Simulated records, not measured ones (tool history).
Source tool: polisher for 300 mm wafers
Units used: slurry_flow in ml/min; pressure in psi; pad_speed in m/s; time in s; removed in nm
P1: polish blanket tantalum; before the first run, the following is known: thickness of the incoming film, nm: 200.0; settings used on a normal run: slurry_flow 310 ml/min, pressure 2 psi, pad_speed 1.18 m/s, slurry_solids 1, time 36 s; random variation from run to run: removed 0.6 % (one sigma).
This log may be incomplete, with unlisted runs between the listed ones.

run	hour	slurry_flow	pressure	pad_speed	slurry_solids	time	wafers polished on this pad	hours since the slurry nozzle was cleaned	hours since the head pressure was calibrated	hours since the slurry blender was calibrated	removed
1	7.1	310	2	1.18	1	36	876	318.4	535.5	103.5	79.677
2	17.1	310	2	1.82	1	36	975	328.4	545.5	113.5	122.72
3	26.7	310	2	1.18	1	36	1070	338	555.1	123.1	79.576
4	37.6	310	2	1.18	1	36	1177	348.9	566	134	79.586
5	44	310	2	1.18	1	52	1241	355.3	572.4	140.4	115.6
6	57.4	310	2.9	1.18	1	18	1373	368.7	585.8	153.8	57.074
# hour 59.7: head pressure recalibrated
7	65.4	200	2	1.18	1	36	1452	376.7	5.7	161.8	76.011
8	73.2	310	2	1.18	1	36	1530	384.5	13.5	169.6	80.291
9	83.7	310	2	0.82	1	36	1633	395	24	180.1	55.384
10	95	310	2	1.18	1	36	1745	406.3	35.3	191.4	80.911
11	107.5	310	2	1.18	1.45	36	1869	418.8	47.8	203.9	87.915
12	115.9	310	1.2	0.78	1	36	1952	427.2	56.2	212.3	31.306
13	121.8	310	2	1.18	0.55	36	2010	433.1	62.1	218.2	64.824
14	134.6	310	2	1.18	1	36	2137	445.9	74.9	231	79.16
15	141.4	310	2.7	1.18	1	36	2204	452.7	81.7	237.8	107.62
16	151.6	310	2	1.18	1	20	2305	462.9	91.9	248	44.03
# hour 158.3: worn pad replaced by a new one
17	161.2	310	1.2	1.18	1	36	28	472.5	101.5	257.6	47.836
18	168.7	400	1.1	1.18	1	36	103	480	109	265.1	44.612
19	178.1	455	2	1.18	1	36	195	489.4	118.4	274.5	81.161
20	185.3	310	2	1.18	1	36	267	496.6	125.6	281.7	78.289
21	193.2	310	2	1.18	1	36	345	504.5	133.5	289.6	76.332
22	201.6	310	2	1.18	1	36	428	512.9	141.9	298	74.041
23	213	310	2	1.18	1	36	541	524.3	153.3	309.4	72.738
# hour 217.7: worn pad replaced by a new one
24	219.3	310	2	1.18	1	36	15	530.6	159.6	315.7	71.878
25	228.4	310	2	1.18	1	36	105	539.7	168.7	324.8	70.554

What does the tool deliver on the next run?
26	239.4	310	2	1.18	1	36	214	550.7	179.7	335.8	?

For run 26 the tool returned removed 70.149 nm.
